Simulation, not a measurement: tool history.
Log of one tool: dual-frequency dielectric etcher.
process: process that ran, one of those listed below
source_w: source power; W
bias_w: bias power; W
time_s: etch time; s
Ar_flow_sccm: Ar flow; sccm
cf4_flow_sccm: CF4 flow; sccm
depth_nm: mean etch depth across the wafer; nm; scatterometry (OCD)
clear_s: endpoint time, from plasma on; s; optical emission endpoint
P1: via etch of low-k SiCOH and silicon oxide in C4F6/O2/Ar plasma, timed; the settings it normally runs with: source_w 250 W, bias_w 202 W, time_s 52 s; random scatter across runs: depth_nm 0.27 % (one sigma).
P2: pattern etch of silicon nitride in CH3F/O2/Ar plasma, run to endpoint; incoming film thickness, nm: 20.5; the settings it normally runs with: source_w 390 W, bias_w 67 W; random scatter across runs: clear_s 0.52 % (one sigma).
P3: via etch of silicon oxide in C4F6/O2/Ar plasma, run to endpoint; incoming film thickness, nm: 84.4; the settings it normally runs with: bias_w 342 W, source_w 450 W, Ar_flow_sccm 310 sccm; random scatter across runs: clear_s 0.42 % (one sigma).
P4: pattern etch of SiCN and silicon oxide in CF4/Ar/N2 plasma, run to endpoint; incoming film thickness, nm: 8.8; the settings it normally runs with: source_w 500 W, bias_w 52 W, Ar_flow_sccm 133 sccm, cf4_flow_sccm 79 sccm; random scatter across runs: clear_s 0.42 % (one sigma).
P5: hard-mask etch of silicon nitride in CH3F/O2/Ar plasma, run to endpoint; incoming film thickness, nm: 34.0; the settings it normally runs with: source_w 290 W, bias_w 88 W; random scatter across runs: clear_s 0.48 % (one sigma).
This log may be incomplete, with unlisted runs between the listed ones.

| run | hour | process | source_w | bias_w | time_s | Ar_flow_sccm | cf4_flow_sccm | depth_nm | clear_s |
|---|---|---|---|---|---|---|---|---|---|
| 1 | 6.8 | P1 | 250 | 202 | 52 |  |  | 104.62 |  |
| 2 | 10.9 | P3 | 450 | 342 |  | 310 |  |  | 20.046 |
| 3 | 16 | P4 | 500 | 52 |  | 109 | 79 |  | 10.459 |
| 4 | 22.6 | P2 | 390 | 67 |  |  |  |  | 31.085 |
| 5 | 26.6 | P2 | 540 | 67 |  |  |  |  | 27.345 |
|  | 28.4 | bias power generator calibrated |
|  | 32.2 | wet clean of the chamber |
| 6 | 32.8 | P5 | 290 | 88 |  |  |  |  | 51.111 |
| 7 | 36.7 | P1 | 250 | 202 | 52 |  |  | 104.88 |  |
| 8 | 43 | P5 | 290 | 55 |  |  |  |  | 60.355 |
| 9 | 49.9 | P5 | 400 | 88 |  |  |  |  | 45.382 |
| 10 | 53.9 | P1 | 250 | 202 | 71.5 |  |  | 143.83 |  |
| 11 | 61 | P4 | 410 | 52 |  | 133 | 79 |  | 12.743 |
| 12 | 64.1 | P1 | 250 | 202 | 52 |  |  | 104.53 |  |
| 13 | 67.5 | P1 | 310 | 202 | 52 |  |  | 113.78 |  |
| 14 | 70.9 | P1 | 250 | 202 | 52 |  |  | 104.31 |  |
| 15 | 76.9 | P1 | 250 | 202 | 52 |  |  | 104.93 |  |
| 16 | 81.5 | P4 | 500 | 65 |  | 133 | 79 |  | 10.003 |
| 17 | 85.6 | P3 | 450 | 342 |  | 194 |  |  | 18.993 |
| 18 | 90.1 | P3 | 450 | 199 |  | 310 |  |  | 23.861 |
| 19 | 94.2 | P1 | 250 | 264 | 52 |  |  | 114.74 |  |
| 20 | 98.1 | P1 | 190 | 202 | 52 |  |  | 94.342 |  |
| 21 | 103.5 | P1 | 250 | 145 | 52 |  |  | 94.323 |  |
| 22 | 107.4 | P3 | 360 | 342 |  | 310 |  |  | 21.66 |
| 23 | 113.5 | P1 | 250 | 202 | 52 |  |  | 105.17 |  |
| 24 | 118.8 | P1 | 250 | 140 | 67.5 |  |  | 121.04 |  |
| 25 | 125.8 | P4 | 500 | 52 |  | 133 | 79 |  | 10.693 |
| 26 | 130.4 | P1 | 250 | 202 | 35 |  |  | 70.67 |  |
| 27 | 137 | P5 | 290 | 88 |  |  |  |  | 51.178 |
| 28 | 142.9 | P1 | 250 | 202 | 52 |  |  | 104.75 |  |
| 29 | 146.5 | P2 | 390 | 85 |  |  |  |  | 28.528 |
| 30 | 151.6 | P3 | 450 | 342 |  | 310 |  |  | 19.967 |
| 31 | 155.3 | P4 | 500 | 52 |  | 133 | 111 |  | 10.059 |
| 32 | 161.1 | P1 | 250 | 202 | 52 |  |  | 104.78 |  |
| 33 | 167.7 | P1 | 250 | 202 | 52 |  |  | 104.3 |  |
| 34 | 173.9 | P1 | 250 | 202 | 52 |  |  | 103.37 |  |
|  | 177.6 | wet clean of the chamber |
| 35 | 178.5 | P1 | 250 | 202 | 52 |  |  | 103.89 |  |
| 36 | 185.3 | P1 | 250 | 202 | 52 |  |  | 103.09 |  |
| 37 | 191.5 | P1 | 250 | 202 | 52 |  |  | 103.44 |  |
| 38 | 195.9 | P1 | 250 | 202 | 52 |  |  | 103.28 |  |
| 39 | 202.5 | P1 | 250 | 202 | 52 |  |  | 103.36 |  |

What P1 gives has crept off from where it sat before. The 2 causes that follow fit the log equally well, each at the size noted:
A: source power that arrives under what is set, % = 3.89
B: bias power that arrives under what is set, % = 4.46
Onset of the creep was near hour 161.1.
What rules out each remaining cause:
chamber walls in a state that lowers the etch rate, %: serviced at hour 177.6, after the drift had started, without restoring the earlier output

Below are 4 check runs, each averaged over 3 wafers, with their results shown as question marks. Which of them would give clearly different results depending on which cause is behind the drift?
| check 1 | 209.1 | P4 | 500 | 52 |  | 133 | 79 |  | ? |
| check 2 | 209.1 | P5 | 290 | 88 |  |  |  |  | ? |
| check 3 | 209.1 | P2 | 390 | 67 |  |  |  |  | ? |
| check 4 | 209.1 | P3 | 450 | 342 |  | 310 |  |  | ? |

Predicted outcomes, by check and by cause:
| check | result | if A | if B |
|---|---|---|---|
| check 1 | clear_s | 11.122 | 10.893 |
| check 2 | clear_s | 51.985 | 52.081 |
| check 3 | clear_s | 31.454 | 31.461 |
| check 4 | clear_s | 20.279 | 20.299 |
Separation of the two closest causes in each check, using whichever result separates them best: check 1 2.08 %; check 2 0.18 %; check 3 0.02 %; check 4 0.1 %
The causes can be told apart only by check 1. The other checks would give nearly the same results under each of them.

Check 1 was carried out, with these results: clear_s 11.153 s. Which of the listed causes is responsible?

A is the cause: source power that arrives under what is set, %.

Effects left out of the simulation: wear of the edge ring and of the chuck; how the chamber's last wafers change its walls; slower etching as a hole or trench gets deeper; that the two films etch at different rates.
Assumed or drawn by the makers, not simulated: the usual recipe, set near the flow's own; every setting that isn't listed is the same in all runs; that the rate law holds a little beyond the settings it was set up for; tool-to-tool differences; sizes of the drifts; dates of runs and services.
